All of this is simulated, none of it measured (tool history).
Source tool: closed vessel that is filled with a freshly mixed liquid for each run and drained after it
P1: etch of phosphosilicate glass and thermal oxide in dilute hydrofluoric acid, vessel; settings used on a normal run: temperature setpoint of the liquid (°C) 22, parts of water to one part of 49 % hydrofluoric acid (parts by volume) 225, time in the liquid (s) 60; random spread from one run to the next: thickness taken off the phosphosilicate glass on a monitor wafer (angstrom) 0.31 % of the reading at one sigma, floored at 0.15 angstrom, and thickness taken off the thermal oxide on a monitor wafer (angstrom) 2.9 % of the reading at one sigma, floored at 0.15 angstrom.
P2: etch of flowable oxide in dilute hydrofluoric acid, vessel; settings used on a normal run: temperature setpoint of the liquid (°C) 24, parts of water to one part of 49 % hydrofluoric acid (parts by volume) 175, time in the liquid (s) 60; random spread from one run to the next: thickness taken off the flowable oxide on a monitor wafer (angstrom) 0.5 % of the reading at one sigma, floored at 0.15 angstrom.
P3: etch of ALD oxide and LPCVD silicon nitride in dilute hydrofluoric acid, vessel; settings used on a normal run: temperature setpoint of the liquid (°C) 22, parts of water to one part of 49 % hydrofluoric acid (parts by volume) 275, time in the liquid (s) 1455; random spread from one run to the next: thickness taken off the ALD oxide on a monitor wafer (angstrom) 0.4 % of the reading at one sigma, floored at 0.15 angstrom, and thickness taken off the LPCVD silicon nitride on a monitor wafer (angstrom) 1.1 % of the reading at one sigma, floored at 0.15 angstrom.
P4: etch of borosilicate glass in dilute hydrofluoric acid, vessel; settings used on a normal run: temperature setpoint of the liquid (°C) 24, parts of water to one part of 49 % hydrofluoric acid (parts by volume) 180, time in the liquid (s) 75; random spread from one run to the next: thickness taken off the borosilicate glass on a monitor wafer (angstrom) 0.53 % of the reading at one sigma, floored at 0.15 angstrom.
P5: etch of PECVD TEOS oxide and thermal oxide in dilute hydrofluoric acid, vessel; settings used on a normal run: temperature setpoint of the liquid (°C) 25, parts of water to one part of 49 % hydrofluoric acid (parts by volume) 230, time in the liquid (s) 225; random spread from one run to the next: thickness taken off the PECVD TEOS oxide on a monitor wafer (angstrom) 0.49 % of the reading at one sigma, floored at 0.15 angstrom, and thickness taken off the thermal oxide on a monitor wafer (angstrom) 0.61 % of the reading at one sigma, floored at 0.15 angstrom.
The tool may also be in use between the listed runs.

| run | hour | process that ran | temperature setpoint of the liquid (°C) | parts of water to one part of 49 % hydrofluoric acid (parts by volume) | time in the liquid (s) | thickness taken off the phosphosilicate glass on a monitor wafer (angstrom) | thickness taken off the thermal oxide on a monitor wafer (angstrom) | thickness taken off the flowable oxide on a monitor wafer (angstrom) | thickness taken off the borosilicate glass on a monitor wafer (angstrom) | thickness taken off the PECVD TEOS oxide on a monitor wafer (angstrom) | thickness taken off the ALD oxide on a monitor wafer (angstrom) | thickness taken off the LPCVD silicon nitride on a monitor wafer (angstrom) |
|---|---|---|---|---|---|---|---|---|---|---|---|---|
| 1 | 4.1 | P1 | 22 | 225 | 60 | 136.83 | 9.3103 |  |  |  |  |  |
| 2 | 8 | P2 | 17 | 175 | 60 |  |  | 127.99 |  |  |  |  |
| 3 | 11.5 | P1 | 17.5 | 225 | 60 | 115.78 | 7.9041 |  |  |  |  |  |
| 4 | 15.7 | P1 | 22 | 225 | 60 | 136.98 | 9.5221 |  |  |  |  |  |
| 5 | 20.4 | P4 | 24 | 180 | 75 |  |  |  | 137.4 |  |  |  |
| 6 | 24 | P1 | 22 | 225 | 60 | 137.41 | 9.5975 |  |  |  |  |  |
| 7 | 26.6 | P1 | 22 | 390 | 60 | 67.655 | 4.4343 |  |  |  |  |  |
| 8 | 30.2 | P1 | 22 | 385 | 105 | 120.14 | 8.3845 |  |  |  |  |  |
|  | 31.2 | hydrofluoric acid flow meter replaced |
| 9 | 34.4 | P1 | 22 | 225 | 60 | 136.28 | 9.4076 |  |  |  |  |  |
| 10 | 38.2 | P5 | 33 | 230 | 225 |  | 55.502 |  |  | 149.88 |  |  |
| 11 | 43.6 | P5 | 25 | 230 | 225 |  | 43.027 |  |  | 114.96 |  |  |
| 12 | 46.6 | P1 | 22 | 50 | 60 | 748.4 | 52.58 |  |  |  |  |  |
| 13 | 49.5 | P1 | 27 | 225 | 60 | 163.82 | 11.269 |  |  |  |  |  |
| 14 | 54.7 | P3 | 29 | 275 | 1455 |  |  |  |  |  | 527.55 | 35.561 |
| 15 | 59.4 | P1 | 22 | 225 | 60 | 136.7 | 9.2633 |  |  |  |  |  |
| 16 | 61.7 | P2 | 24 | 175 | 30 |  |  | 83.926 |  |  |  |  |
| 17 | 66.4 | P1 | 22 | 225 | 100 | 226.65 | 15.597 |  |  |  |  |  |
| 18 | 69.3 | P4 | 24 | 245 | 75 |  |  |  | 93.963 |  |  |  |
| 19 | 73.6 | P5 | 25 | 230 | 225 |  | 41.891 |  |  | 114.91 |  |  |
| 20 | 76.4 | P5 | 25 | 230 | 375 |  | 70.904 |  |  | 193.6 |  |  |
| 21 | 80 | P2 | 24 | 175 | 60 |  |  | 166.81 |  |  |  |  |
|  | 82.1 | thermometer replaced |
| 22 | 84.5 | P2 | 24 | 175 | 60 |  |  | 169.37 |  |  |  |  |
| 23 | 87.5 | P3 | 22 | 415 | 1455 |  |  |  |  |  | 240.59 | 15.806 |
| 24 | 91.3 | P4 | 17.5 | 180 | 75 |  |  |  | 106.71 |  |  |  |
| 25 | 94.9 | P1 | 25.5 | 225 | 30 | 77.913 | 5.4916 |  |  |  |  |  |
| 26 | 99.7 | P4 | 24 | 180 | 125 |  |  |  | 229.41 |  |  |  |
| 27 | 103.8 | P3 | 22 | 275 | 355 |  |  |  |  |  | 99.864 | 5.7494 |
| 28 | 108.7 | P1 | 22 | 225 | 60 | 136.28 | 9.0458 |  |  |  |  |  |
| 29 | 113.7 | P5 | 25 | 45 | 225 |  | 270.14 |  |  | 740.05 |  |  |
| 30 | 118.5 | P1 | 22 | 225 | 30 | 68.546 | 4.5856 |  |  |  |  |  |
| 31 | 121.9 | P3 | 22 | 275 | 1455 |  |  |  |  |  | 412.32 | 23.54 |
| 32 | 126.8 | P1 | 22 | 70 | 115 | 997.95 | 65.999 |  |  |  |  |  |
| 33 | 130.5 | P2 | 24 | 285 | 60 |  |  | 91.147 |  |  |  |  |

For run 34, what comes out?
| 34 | 133 | P1 | 22 | 225 | 60 | ? | ? |  |  |  |  |  |

For run 34 the tool returned thickness taken off the phosphosilicate glass on a monitor wafer (angstrom) 136.99, thickness taken off the thermal oxide on a monitor wafer (angstrom) 9.1717.
